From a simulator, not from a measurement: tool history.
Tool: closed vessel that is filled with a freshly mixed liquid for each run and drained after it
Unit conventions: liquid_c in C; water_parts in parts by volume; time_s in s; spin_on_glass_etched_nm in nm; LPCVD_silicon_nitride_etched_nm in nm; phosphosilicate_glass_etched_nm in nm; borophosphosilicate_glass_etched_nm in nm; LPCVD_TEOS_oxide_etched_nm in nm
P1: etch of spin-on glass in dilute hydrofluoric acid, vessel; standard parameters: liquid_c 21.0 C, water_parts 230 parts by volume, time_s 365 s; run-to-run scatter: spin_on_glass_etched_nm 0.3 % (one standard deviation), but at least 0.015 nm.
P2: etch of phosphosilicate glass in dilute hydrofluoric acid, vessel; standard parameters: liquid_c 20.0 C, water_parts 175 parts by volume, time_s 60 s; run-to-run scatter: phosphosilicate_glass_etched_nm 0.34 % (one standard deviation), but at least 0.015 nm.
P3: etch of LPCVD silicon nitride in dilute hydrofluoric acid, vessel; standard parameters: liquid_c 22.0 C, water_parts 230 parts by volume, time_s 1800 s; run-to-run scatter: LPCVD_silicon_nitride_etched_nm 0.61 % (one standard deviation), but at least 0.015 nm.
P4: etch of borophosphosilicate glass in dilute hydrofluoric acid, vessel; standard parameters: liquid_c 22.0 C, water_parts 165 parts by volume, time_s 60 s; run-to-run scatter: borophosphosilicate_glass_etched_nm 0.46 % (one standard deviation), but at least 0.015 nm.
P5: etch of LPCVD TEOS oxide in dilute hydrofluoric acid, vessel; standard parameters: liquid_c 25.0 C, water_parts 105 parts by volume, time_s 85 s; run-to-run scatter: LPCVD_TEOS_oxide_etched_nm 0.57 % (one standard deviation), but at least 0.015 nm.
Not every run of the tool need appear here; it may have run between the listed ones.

| run | hour | process | liquid_c | water_parts | time_s | hours since the thermometer was replaced | hours since the hydrofluoric acid flow meter was replaced | spin_on_glass_etched_nm | LPCVD_silicon_nitride_etched_nm | phosphosilicate_glass_etched_nm | borophosphosilicate_glass_etched_nm | LPCVD_TEOS_oxide_etched_nm |
|---|---|---|---|---|---|---|---|---|---|---|---|---|
| 1 | 8.3 | P1 | 21.0 | 230 | 365 | 1945.6 | 943.5 | 36.317 |  |  |  |  |
| 2 | 20.1 | P3 | 22.0 | 230 | 395 | 1957.4 | 955.3 |  | 0.76263 |  |  |  |
| 3 | 31.9 | P3 | 22.0 | 230 | 1800 | 1969.2 | 967.1 |  | 3.53450 |  |  |  |
| 4 | 39.9 | P1 | 26.5 | 230 | 655 | 1977.2 | 975.1 | 79.695 |  |  |  |  |
|  | 41.8 | thermometer replaced |
| 5 | 50.7 | P1 | 21.0 | 230 | 365 | 9.0 | 985.9 | 36.248 |  |  |  |  |
| 6 | 60.0 | P2 | 17.0 | 175 | 60 | 18.3 | 995.2 |  |  | 39.907 |  |  |
| 7 | 72.2 | P1 | 21.0 | 230 | 660 | 30.5 | 1007.4 | 65.868 |  |  |  |  |
| 8 | 86.3 | P4 | 22.0 | 165 | 60 | 44.6 | 1021.5 |  |  |  | 20.419 |  |
| 9 | 100.7 | P1 | 29.0 | 230 | 365 | 59.0 | 1035.9 | 48.333 |  |  |  |  |
| 10 | 109.8 | P1 | 21.0 | 230 | 365 | 68.1 | 1045.0 | 36.440 |  |  |  |  |
| 11 | 123.8 | P2 | 20.0 | 175 | 60 | 82.1 | 1059.0 |  |  | 44.927 |  |  |
| 12 | 136.9 | P1 | 17.0 | 120 | 365 | 95.2 | 1072.1 | 66.198 |  |  |  |  |
| 13 | 148.9 | P1 | 21.0 | 135 | 365 | 107.2 | 1084.1 | 68.731 |  |  |  |  |
| 14 | 161.4 | P4 | 22.0 | 165 | 115 | 119.7 | 1096.6 |  |  |  | 39.400 |  |
| 15 | 175.1 | P4 | 17.0 | 165 | 60 | 133.4 | 1110.3 |  |  |  | 16.731 |  |
| 16 | 185.4 | P5 | 31.0 | 105 | 85 | 143.7 | 1120.6 |  |  |  |  | 24.3650 |
| 17 | 194.2 | P1 | 17.0 | 230 | 365 | 152.5 | 1129.4 | 31.013 |  |  |  |  |
| 18 | 210.0 | P5 | 25.0 | 25 | 85 | 168.3 | 1145.2 |  |  |  |  | 90.7140 |
| 19 | 220.4 | P3 | 22.0 | 230 | 1800 | 178.7 | 1155.6 |  | 3.46740 |  |  |  |
| 20 | 228.0 | P1 | 21.0 | 230 | 365 | 186.3 | 1163.2 | 36.287 |  |  |  |  |
| 21 | 240.1 | P2 | 20.0 | 250 | 60 | 198.4 | 1175.3 |  |  | 29.035 |  |  |
| 22 | 250.5 | P3 | 22.0 | 145 | 1800 | 208.8 | 1185.7 |  | 5.51780 |  |  |  |
| 23 | 266.3 | P2 | 20.0 | 175 | 85 | 224.6 | 1201.5 |  |  | 63.122 |  |  |
| 24 | 273.6 | P3 | 28.0 | 230 | 1800 | 231.9 | 1208.8 |  | 5.13060 |  |  |  |
| 25 | 284.2 | P5 | 25.0 | 105 | 85 | 242.5 | 1219.4 |  |  |  |  | 19.4340 |
| 26 | 291.8 | P1 | 21.0 | 395 | 365 | 250.1 | 1227.0 | 18.171 |  |  |  |  |
| 27 | 299.8 | P4 | 22.0 | 265 | 60 | 258.1 | 1235.0 |  |  |  | 11.427 |  |
| 28 | 313.0 | P1 | 21.0 | 230 | 365 | 271.3 | 1248.2 | 36.407 |  |  |  |  |
| 29 | 323.4 | P5 | 25.0 | 105 | 30 | 281.7 | 1258.6 |  |  |  |  | 6.8436 |
| 30 | 336.0 | P1 | 21.0 | 230 | 170 | 294.3 | 1271.2 | 16.859 |  |  |  |  |
| 31 | 351.2 | P1 | 21.0 | 230 | 365 | 309.5 | 1286.4 | 36.161 |  |  |  |  |
| 32 | 359.2 | P1 | 21.0 | 230 | 365 | 317.5 | 1294.4 | 36.410 |  |  |  |  |
| 33 | 367.0 | P1 | 21.0 | 230 | 365 | 325.3 | 1302.2 | 36.971 |  |  |  |  |
| 34 | 379.9 | P1 | 21.0 | 230 | 365 | 338.2 | 1315.1 | 37.912 |  |  |  |  |
| 35 | 393.2 | P1 | 21.0 | 230 | 365 | 351.5 | 1328.4 | 38.661 |  |  |  |  |
| 36 | 401.5 | P1 | 21.0 | 230 | 365 | 359.8 | 1336.7 | 38.678 |  |  |  |  |
| 37 | 411.4 | P1 | 21.0 | 230 | 365 | 369.7 | 1346.6 | 38.912 |  |  |  |  |
| 38 | 419.5 | P1 | 21.0 | 230 | 365 | 377.8 | 1354.7 | 39.106 |  |  |  |  |
| 39 | 429.1 | P1 | 21.0 | 230 | 365 | 387.4 | 1364.3 | 39.159 |  |  |  |  |
| 40 | 440.9 | P1 | 21.0 | 230 | 365 | 399.2 | 1376.1 | 38.948 |  |  |  |  |
| 41 | 454.2 | P1 | 21.0 | 230 | 365 | 412.5 | 1389.4 | 39.471 |  |  |  |  |

What P1 gives has crept away from where it was. These 2 causes fit the log equally well, each at the size given:
A: hydrofluoric acid flow above the setpoint (%) = 6.69
B: liquid hotter than its thermometer reads (K) = 2.13
Creep in the process output first set in at about hour 359.2.

Which of the 4 check runs listed below separates the causes, so that each cause would produce a clearly different result? Each run uses one wafer, and its results are marked with question marks.
| check 1 | 467.5 | P2 | 20.0 | 175 | 60 |  |  |  |  | ? |  |  |
| check 2 | 467.5 | P4 | 22.0 | 165 | 60 |  |  |  |  |  | ? |  |
| check 3 | 467.5 | P3 | 22.0 | 230 | 1800 |  |  |  | ? |  |  |  |
| check 4 | 467.5 | P5 | 25.0 | 105 | 85 |  |  |  |  |  |  | ? |

Predicted outcomes, by check and by cause:
| check | result | if A | if B |
|---|---|---|---|
| check 1 | phosphosilicate_glass_etched_nm | 48.345 | 48.669 |
| check 2 | borophosphosilicate_glass_etched_nm | 22.035 | 22.156 |
| check 3 | LPCVD_silicon_nitride_etched_nm | 3.74490 | 4.02030 |
| check 4 | LPCVD_TEOS_oxide_etched_nm | 21.0220 | 21.2230 |
Gap, in per cent, between the two causes that each check separates least, read from the result that separates them most: check 1 0.67 %; check 2 0.54 %; check 3 7.09 %; check 4 0.95 %
Only in check 3 would the causes give clearly different results; in the remaining checks their results would be nearly the same.

Check 3 has now been run. It gave: LPCVD_silicon_nitride_etched_nm 4.03750 nm. Which of the candidate causes is it?

B is the cause: liquid hotter than its thermometer reads (K).
